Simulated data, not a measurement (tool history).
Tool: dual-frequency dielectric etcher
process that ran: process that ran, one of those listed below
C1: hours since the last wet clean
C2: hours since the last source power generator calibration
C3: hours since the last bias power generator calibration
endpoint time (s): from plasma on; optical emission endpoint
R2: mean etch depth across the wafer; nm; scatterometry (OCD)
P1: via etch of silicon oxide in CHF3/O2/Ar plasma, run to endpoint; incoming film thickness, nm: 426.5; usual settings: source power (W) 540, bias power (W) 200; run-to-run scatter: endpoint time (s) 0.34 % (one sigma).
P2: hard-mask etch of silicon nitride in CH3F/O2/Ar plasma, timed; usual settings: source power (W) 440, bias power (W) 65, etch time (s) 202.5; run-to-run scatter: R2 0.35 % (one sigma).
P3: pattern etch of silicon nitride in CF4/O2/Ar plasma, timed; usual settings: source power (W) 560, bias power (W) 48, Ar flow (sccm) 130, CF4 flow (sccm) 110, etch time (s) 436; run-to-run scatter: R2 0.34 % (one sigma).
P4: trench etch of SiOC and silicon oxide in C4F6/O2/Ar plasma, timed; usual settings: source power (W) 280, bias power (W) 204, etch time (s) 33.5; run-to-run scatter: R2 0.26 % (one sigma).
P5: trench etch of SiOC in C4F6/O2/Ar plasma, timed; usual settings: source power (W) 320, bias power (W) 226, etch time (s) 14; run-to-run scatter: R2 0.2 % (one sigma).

run 1 day=0.367 | process_that_ran=P1 source_power_(W)=540 bias_power_(W)=200 | C1=432.5 C2=1610.4 C3=1725.9 | endpoint_time_(s)=220
run 2 day=0.717 | process_that_ran=P1 source_power_(W)=710 bias_power_(W)=200 | C1=440.9 C2=1618.8 C3=1734.3 | endpoint_time_(s)=197.65
run 3 day=1.179 | process_that_ran=P3 source_power_(W)=560 bias_power_(W)=48 Ar_flow_(sccm)=130 CF4_flow_(sccm)=110 etch_time_(s)=653.5 | C1=452 C2=1629.9 C3=1745.4 | R2=1344
run 4 day=1.679 | process_that_ran=P3 source_power_(W)=560 bias_power_(W)=48 Ar_flow_(sccm)=168 CF4_flow_(sccm)=110 etch_time_(s)=436 | C1=464 C2=1641.9 C3=1757.4 | R2=864.45
run 5 day=2.246 | process_that_ran=P3 source_power_(W)=560 bias_power_(W)=60 Ar_flow_(sccm)=130 CF4_flow_(sccm)=110 etch_time_(s)=436 | C1=477.6 C2=1655.5 C3=1771 | R2=981.89
-- day=2.408 wet clean of the chamber
run 6 day=2.625 | process_that_ran=P2 source_power_(W)=440 bias_power_(W)=65 etch_time_(s)=202.5 | C1=5.2 C2=1664.6 C3=1780.1 | R2=141.61
run 7 day=3.062 | process_that_ran=P1 source_power_(W)=540 bias_power_(W)=161 | C1=15.7 C2=1675.1 C3=1790.6 | endpoint_time_(s)=235.72
run 8 day=3.454 | process_that_ran=P1 source_power_(W)=440 bias_power_(W)=254 | C1=25.1 C2=1684.5 C3=1800 | endpoint_time_(s)=217.94
run 9 day=3.762 | process_that_ran=P1 source_power_(W)=540 bias_power_(W)=200 | C1=32.5 C2=1691.9 C3=1807.4 | endpoint_time_(s)=220.27
run 10 day=4.112 | process_that_ran=P4 source_power_(W)=280 bias_power_(W)=204 etch_time_(s)=33.5 | C1=40.9 C2=1700.3 C3=1815.8 | R2=60.204
run 11 day=4.646 | process_that_ran=P5 source_power_(W)=390 bias_power_(W)=226 etch_time_(s)=14 | C1=53.7 C2=1713.1 C3=1828.6 | R2=30.821
run 12 day=5.092 | process_that_ran=P2 source_power_(W)=440 bias_power_(W)=65 etch_time_(s)=285.5 | C1=64.4 C2=1723.8 C3=1839.3 | R2=200.45
run 13 day=5.433 | process_that_ran=P1 source_power_(W)=540 bias_power_(W)=239 | C1=72.6 C2=1732 C3=1847.5 | endpoint_time_(s)=208.39
run 14 day=5.925 | process_that_ran=P3 source_power_(W)=560 bias_power_(W)=48 Ar_flow_(sccm)=130 CF4_flow_(sccm)=110 etch_time_(s)=436 | C1=84.4 C2=1743.8 C3=1859.3 | R2=903.09
run 15 day=6.317 | process_that_ran=P3 source_power_(W)=560 bias_power_(W)=48 Ar_flow_(sccm)=130 CF4_flow_(sccm)=154 etch_time_(s)=436 | C1=93.8 C2=1753.2 C3=1868.7 | R2=939.33
run 16 day=6.696 | process_that_ran=P2 source_power_(W)=440 bias_power_(W)=65 etch_time_(s)=202.5 | C1=102.9 C2=1762.3 C3=1877.8 | R2=142.6
run 17 day=7.188 | process_that_ran=P1 source_power_(W)=540 bias_power_(W)=200 | C1=114.7 C2=1774.1 C3=1889.6 | endpoint_time_(s)=220.34
run 18 day=7.683 | process_that_ran=P4 source_power_(W)=280 bias_power_(W)=204 etch_time_(s)=21.5 | C1=126.6 C2=1786 C3=1901.5 | R2=38.833
run 19 day=8.275 | process_that_ran=P1 source_power_(W)=540 bias_power_(W)=200 | C1=140.8 C2=1800.2 C3=1915.7 | endpoint_time_(s)=218.86
run 20 day=8.775 | process_that_ran=P2 source_power_(W)=440 bias_power_(W)=53 etch_time_(s)=202.5 | C1=152.8 C2=1812.2 C3=1927.7 | R2=132.81
run 21 day=9.054 | process_that_ran=P2 source_power_(W)=300 bias_power_(W)=65 etch_time_(s)=202.5 | C1=159.5 C2=1818.9 C3=1934.4 | R2=122.69
run 22 day=9.508 | process_that_ran=P4 source_power_(W)=280 bias_power_(W)=143 etch_time_(s)=33.5 | C1=170.4 C2=1829.8 C3=1945.3 | R2=53.936
run 23 day=10.033 | process_that_ran=P5 source_power_(W)=320 bias_power_(W)=297 etch_time_(s)=14 | C1=183 C2=1842.4 C3=1957.9 | R2=31.271
run 24 day=10.558 | process_that_ran=P3 source_power_(W)=770 bias_power_(W)=48 Ar_flow_(sccm)=130 CF4_flow_(sccm)=110 etch_time_(s)=436 | C1=195.6 C2=1855 C3=1970.5 | R2=1189.6
run 25 day=10.967 | process_that_ran=P5 source_power_(W)=320 bias_power_(W)=226 etch_time_(s)=18.5 | C1=205.4 C2=1864.8 C3=1980.3 | R2=37.639
run 26 day=11.388 | process_that_ran=P1 source_power_(W)=370 bias_power_(W)=200 | C1=215.5 C2=1874.9 C3=1990.4 | endpoint_time_(s)=254.86
run 27 day=11.692 | process_that_ran=P4 source_power_(W)=340 bias_power_(W)=204 etch_time_(s)=33.5 | C1=222.8 C2=1882.2 C3=1997.7 | R2=65.343
run 28 day=12.138 | process_that_ran=P5 source_power_(W)=320 bias_power_(W)=226 etch_time_(s)=14 | C1=233.5 C2=1892.9 C3=2008.4 | R2=28.511
run 29 day=12.717 | process_that_ran=P1 source_power_(W)=540 bias_power_(W)=200 | C1=247.4 C2=1906.8 C3=2022.3 | endpoint_time_(s)=220.91
run 30 day=13.142 | process_that_ran=P1 source_power_(W)=540 bias_power_(W)=200 | C1=257.6 C2=1917 C3=2032.5 | endpoint_time_(s)=220.69
run 31 day=13.529 | process_that_ran=P1 source_power_(W)=540 bias_power_(W)=200 | C1=266.9 C2=1926.3 C3=2041.8 | endpoint_time_(s)=220.74
run 32 day=14.121 | process_that_ran=P1 source_power_(W)=540 bias_power_(W)=200 | C1=281.1 C2=1940.5 C3=2056 | endpoint_time_(s)=223.03
run 33 day=14.671 | process_that_ran=P1 source_power_(W)=540 bias_power_(W)=200 | C1=294.3 C2=1953.7 C3=2069.2 | endpoint_time_(s)=222.07
run 34 day=15.029 | process_that_ran=P1 source_power_(W)=540 bias_power_(W)=200 | C1=302.9 C2=1962.3 C3=2077.8 | endpoint_time_(s)=223.32
run 35 day=15.288 | process_that_ran=P1 source_power_(W)=540 bias_power_(W)=200 | C1=309.1 C2=1968.5 C3=2084 | endpoint_time_(s)=222.88
run 36 day=15.604 | process_that_ran=P1 source_power_(W)=540 bias_power_(W)=200 | C1=316.7 C2=1976.1 C3=2091.6 | endpoint_time_(s)=222.78
-- day=15.654 wet clean of the chamber
run 37 day=16.204 | process_that_ran=P1 source_power_(W)=540 bias_power_(W)=200 | C1=13.2 C2=1990.5 C3=2106 | endpoint_time_(s)=224.06
run 38 day=16.779 | process_that_ran=P1 source_power_(W)=540 bias_power_(W)=200 | C1=27 C2=2004.3 C3=2119.8 | endpoint_time_(s)=221.74
run 39 day=17.171 | process_that_ran=P1 source_power_(W)=540 bias_power_(W)=200 | C1=36.4 C2=2013.7 C3=2129.2 | endpoint_time_(s)=225.46
run 40 day=17.525 | process_that_ran=P1 source_power_(W)=540 bias_power_(W)=200 | C1=44.9 C2=2022.2 C3=2137.7 | endpoint_time_(s)=223.86

What P1 gives has crept away from where it was. These 2 causes fit the log equally well, each at the size given:
A: bias power that arrives under what is set, % = 4.83
B: source power that arrives under what is set, % = 4.39
The creep began at about day 13.142.
Why every other cause is out:
chamber walls in a state that lowers the etch rate, %: serviced at day 15.654, which brought nothing back

4 check runs are offered, each on 2 wafers whose results are averaged, their results left as question marks. Which one tells the causes apart?
run check 1 day=17.879 | process_that_ran=P5 source_power_(W)=320 bias_power_(W)=289 etch_time_(s)=17.5 | R2=?
run check 2 day=17.879 | process_that_ran=P4 source_power_(W)=280 bias_power_(W)=149 etch_time_(s)=33.5 | R2=?
run check 3 day=17.879 | process_that_ran=P3 source_power_(W)=740 bias_power_(W)=48 Ar_flow_(sccm)=130 CF4_flow_(sccm)=110 etch_time_(s)=537.5 | R2=?
run check 4 day=17.879 | process_that_ran=P2 source_power_(W)=310 bias_power_(W)=65 etch_time_(s)=239 | R2=?

What each check would give under each cause:
check=check_1 result=R2 if_A=38.119 if_B=38.135
check=check_2 result=R2 if_A=53.905 if_B=53.788
check=check_3 result=R2 if_A=1386.6 if_B=1357.7
check=check_4 result=R2 if_A=144.03 if_B=144.01
How far apart the two closest causes lie, in the result that separates them most: check 1 0.04 %; check 2 0.22 %; check 3 2.11 %; check 4 0.02 %
Only check 3 tells the causes apart: in the others they would give nearly the same result.

Check 3 was then run and gave: R2 1359.2 nm. Which cause is it?

It is B: source power that arrives under what is set, %.

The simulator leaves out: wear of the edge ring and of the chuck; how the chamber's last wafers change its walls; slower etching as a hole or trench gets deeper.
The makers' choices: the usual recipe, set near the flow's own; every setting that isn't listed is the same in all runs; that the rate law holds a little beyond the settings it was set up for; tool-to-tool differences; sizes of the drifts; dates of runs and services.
